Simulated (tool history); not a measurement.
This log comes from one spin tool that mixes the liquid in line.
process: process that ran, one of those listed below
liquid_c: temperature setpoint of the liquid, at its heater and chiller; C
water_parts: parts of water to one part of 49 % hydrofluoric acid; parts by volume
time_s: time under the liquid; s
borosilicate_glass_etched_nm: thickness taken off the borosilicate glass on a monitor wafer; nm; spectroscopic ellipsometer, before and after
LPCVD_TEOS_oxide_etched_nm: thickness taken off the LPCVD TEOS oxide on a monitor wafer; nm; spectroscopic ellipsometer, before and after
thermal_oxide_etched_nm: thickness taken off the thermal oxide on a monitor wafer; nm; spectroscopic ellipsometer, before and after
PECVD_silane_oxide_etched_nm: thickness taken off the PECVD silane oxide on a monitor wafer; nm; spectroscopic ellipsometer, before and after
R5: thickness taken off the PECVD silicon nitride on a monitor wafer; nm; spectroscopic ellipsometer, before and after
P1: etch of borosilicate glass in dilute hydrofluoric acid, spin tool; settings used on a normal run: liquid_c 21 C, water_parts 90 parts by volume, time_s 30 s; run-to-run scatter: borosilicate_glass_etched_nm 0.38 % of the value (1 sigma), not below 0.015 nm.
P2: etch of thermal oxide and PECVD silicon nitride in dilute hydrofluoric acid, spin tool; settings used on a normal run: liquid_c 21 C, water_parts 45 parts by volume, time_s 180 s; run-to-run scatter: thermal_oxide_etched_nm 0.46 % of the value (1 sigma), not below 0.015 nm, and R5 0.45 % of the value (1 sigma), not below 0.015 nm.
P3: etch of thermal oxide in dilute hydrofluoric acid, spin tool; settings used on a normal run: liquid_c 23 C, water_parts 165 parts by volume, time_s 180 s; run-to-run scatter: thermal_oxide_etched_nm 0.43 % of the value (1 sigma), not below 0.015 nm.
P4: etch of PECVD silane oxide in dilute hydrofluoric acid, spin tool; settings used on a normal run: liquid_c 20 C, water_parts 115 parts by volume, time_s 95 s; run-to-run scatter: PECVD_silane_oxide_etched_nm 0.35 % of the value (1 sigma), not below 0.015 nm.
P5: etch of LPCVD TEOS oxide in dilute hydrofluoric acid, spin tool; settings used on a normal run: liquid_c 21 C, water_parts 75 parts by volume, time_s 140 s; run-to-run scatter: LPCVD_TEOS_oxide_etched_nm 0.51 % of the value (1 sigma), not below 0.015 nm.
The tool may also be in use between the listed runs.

Run 1, hour 3.2: process P1, liquid_c 21 C, water_parts 90 parts by volume, time_s 30 s. Result: borosilicate_glass_etched_nm 9.4135 nm.
Run 2, hour 6.3: process P5, liquid_c 21 C, water_parts 75 parts by volume, time_s 255 s. Result: LPCVD_TEOS_oxide_etched_nm 51.565 nm.
Run 3, hour 10.8: process P3, liquid_c 23 C, water_parts 165 parts by volume, time_s 15 s. Result: thermal_oxide_etched_nm 0.4121 nm.
Run 4, hour 13.2: process P4, liquid_c 20 C, water_parts 115 parts by volume, time_s 95 s. Result: PECVD_silane_oxide_etched_nm 29.068 nm.
Run 5, hour 15.5: process P1, liquid_c 21 C, water_parts 90 parts by volume, time_s 30 s. Result: borosilicate_glass_etched_nm 9.3742 nm.
Run 6, hour 17.8: process P3, liquid_c 30 C, water_parts 165 parts by volume, time_s 180 s. Result: thermal_oxide_etched_nm 6.248 nm.
Run 7, hour 20.7: process P3, liquid_c 23 C, water_parts 165 parts by volume, time_s 180 s. Result: thermal_oxide_etched_nm 4.8293 nm.
Run 8, hour 23.6: process P1, liquid_c 21 C, water_parts 90 parts by volume, time_s 55 s. Result: borosilicate_glass_etched_nm 17.176 nm.
Run 9, hour 27.9: process P2, liquid_c 21 C, water_parts 75 parts by volume, time_s 180 s. Result: thermal_oxide_etched_nm 10.819 nm, R5 3.3562 nm.
Run 10, hour 32.5: process P4, liquid_c 17 C, water_parts 115 parts by volume, time_s 95 s. Result: PECVD_silane_oxide_etched_nm 25.741 nm.
Run 11, hour 36.8: process P1, liquid_c 21 C, water_parts 90 parts by volume, time_s 15 s. Result: borosilicate_glass_etched_nm 4.6761 nm.
Run 12, hour 41.6: process P1, liquid_c 17 C, water_parts 155 parts by volume, time_s 30 s. Result: borosilicate_glass_etched_nm 4.2884 nm.
Run 13, hour 44.2: process P5, liquid_c 29 C, water_parts 75 parts by volume, time_s 140 s. Result: LPCVD_TEOS_oxide_etched_nm 38.959 nm.
Run 14, hour 48.4: process P1, liquid_c 21 C, water_parts 90 parts by volume, time_s 30 s. Result: borosilicate_glass_etched_nm 9.3625 nm.
Run 15, hour 51.8: process P2, liquid_c 17 C, water_parts 45 parts by volume, time_s 180 s. Result: thermal_oxide_etched_nm 15.823 nm, R5 4.1387 nm.
Run 16, hour 55.3: process P1, liquid_c 21 C, water_parts 135 parts by volume, time_s 30 s. Result: borosilicate_glass_etched_nm 5.9664 nm.
Run 17, hour 58.7: process P1, liquid_c 29.5 C, water_parts 90 parts by volume, time_s 30 s. Result: borosilicate_glass_etched_nm 13.109 nm.
Run 18, hour 62.1: process P2, liquid_c 21 C, water_parts 45 parts by volume, time_s 180 s. Result: thermal_oxide_etched_nm 18.769 nm, R5 5.4642 nm.
Run 19, hour 65.3: process P5, liquid_c 21 C, water_parts 135 parts by volume, time_s 140 s. Result: LPCVD_TEOS_oxide_etched_nm 14.655 nm.
Run 20, hour 68.3: process P1, liquid_c 21 C, water_parts 90 parts by volume, time_s 30 s. Result: borosilicate_glass_etched_nm 9.3018 nm.
Run 21, hour 71.4: process P4, liquid_c 20 C, water_parts 115 parts by volume, time_s 175 s. Result: PECVD_silane_oxide_etched_nm 53.639 nm.
Run 22, hour 73.7: process P3, liquid_c 23 C, water_parts 290 parts by volume, time_s 180 s. Result: thermal_oxide_etched_nm 2.4213 nm.
Run 23, hour 75.9: process P2, liquid_c 21 C, water_parts 45 parts by volume, time_s 360 s. Result: thermal_oxide_etched_nm 37.498 nm, R5 10.865 nm.
Run 24, hour 79.3: process P4, liquid_c 20 C, water_parts 190 parts by volume, time_s 95 s. Result: PECVD_silane_oxide_etched_nm 16.328 nm.
Run 25, hour 83.4: process P5, liquid_c 21 C, water_parts 75 parts by volume, time_s 140 s. Result: LPCVD_TEOS_oxide_etched_nm 28.319 nm.
Run 26, hour 87: process P1, liquid_c 21 C, water_parts 90 parts by volume, time_s 30 s. Result: borosilicate_glass_etched_nm 9.3908 nm.
Run 27, hour 89: process P1, liquid_c 17 C, water_parts 90 parts by volume, time_s 30 s. Result: borosilicate_glass_etched_nm 7.9034 nm.
Run 28, hour 91.2: process P1, liquid_c 21 C, water_parts 90 parts by volume, time_s 30 s. Result: borosilicate_glass_etched_nm 9.3802 nm.
Run 29, hour 96: process P1, liquid_c 21 C, water_parts 55 parts by volume, time_s 30 s. Result: borosilicate_glass_etched_nm 16.07 nm.
Run 30, hour 100.3: process P1, liquid_c 21 C, water_parts 90 parts by volume, time_s 30 s. Result: borosilicate_glass_etched_nm 9.4287 nm.
Run 31, hour 102.8: process P1, liquid_c 21 C, water_parts 90 parts by volume, time_s 30 s. Result: borosilicate_glass_etched_nm 9.6228 nm.
Run 32, hour 106.3: process P1, liquid_c 21 C, water_parts 90 parts by volume, time_s 30 s. Result: borosilicate_glass_etched_nm 9.8671 nm.
Run 33, hour 110.5: process P1, liquid_c 21 C, water_parts 90 parts by volume, time_s 30 s. Result: borosilicate_glass_etched_nm 10.058 nm.
Run 34, hour 114.6: process P1, liquid_c 21 C, water_parts 90 parts by volume, time_s 30 s. Result: borosilicate_glass_etched_nm 10.055 nm.
Run 35, hour 117: process P1, liquid_c 21 C, water_parts 90 parts by volume, time_s 30 s. Result: borosilicate_glass_etched_nm 10.175 nm.
Run 36, hour 120.1: process P1, liquid_c 21 C, water_parts 90 parts by volume, time_s 30 s. Result: borosilicate_glass_etched_nm 10.207 nm.
Run 37, hour 122.7: process P1, liquid_c 21 C, water_parts 90 parts by volume, time_s 30 s. Result: borosilicate_glass_etched_nm 10.201 nm.
Run 38, hour 126.9: process P1, liquid_c 21 C, water_parts 90 parts by volume, time_s 30 s. Result: borosilicate_glass_etched_nm 10.14 nm.
Run 39, hour 129.6: process P1, liquid_c 21 C, water_parts 90 parts by volume, time_s 30 s. Result: borosilicate_glass_etched_nm 10.269 nm.

Compared with where it was, what P1 gives has crept away. Each cause listed below fits the log as well as the rest, at the size given for it:
A: liquid hotter than its thermometer reads (K) = 2.17
B: hydrofluoric acid flow above the setpoint (%) = 8.32
Creep in the process output first set in at about hour 100.3.

Listed below are the offered check runs, one wafer per run, with question marks in place of results. For which of them would the causes give clearly different outcomes?
Run check 1, hour 132.3: process P3, liquid_c 23 C, water_parts 230 parts by volume, time_s 30 s. Result: thermal_oxide_etched_nm ?.
Run check 2, hour 132.3: process P2, liquid_c 17 C, water_parts 45 parts by volume, time_s 265 s. Result: thermal_oxide_etched_nm ?, R5 ?.
Run check 3, hour 132.3: process P5, liquid_c 28.5 C, water_parts 75 parts by volume, time_s 210 s. Result: LPCVD_TEOS_oxide_etched_nm ?.
Run check 4, hour 132.3: process P4, liquid_c 17 C, water_parts 115 parts by volume, time_s 140 s. Result: PECVD_silane_oxide_etched_nm ?.

What each check would give under each cause:
  check                        result     if A     if B
check 1       thermal_oxide_etched_nm  0.58001  0.59143
check 2       thermal_oxide_etched_nm   25.567   25.313
check 2                            R5   7.0551   6.5393
check 3    LPCVD_TEOS_oxide_etched_nm    62.41   62.701
check 4  PECVD_silane_oxide_etched_nm   41.392   41.354
Minimum pairwise separation of causes per check, each pair taken at its best-separating result: check 1 1.95 %; check 2 7.59 %; check 3 0.47 %; check 4 0.09 %
Only check 2 tells the causes apart: in the others they would give nearly the same result.

Then check 2 was run and gave: thermal_oxide_etched_nm 25.528 nm; R5 7.1019 nm. Which cause is it?

Of the candidate causes, it is A: liquid hotter than its thermometer reads (K).
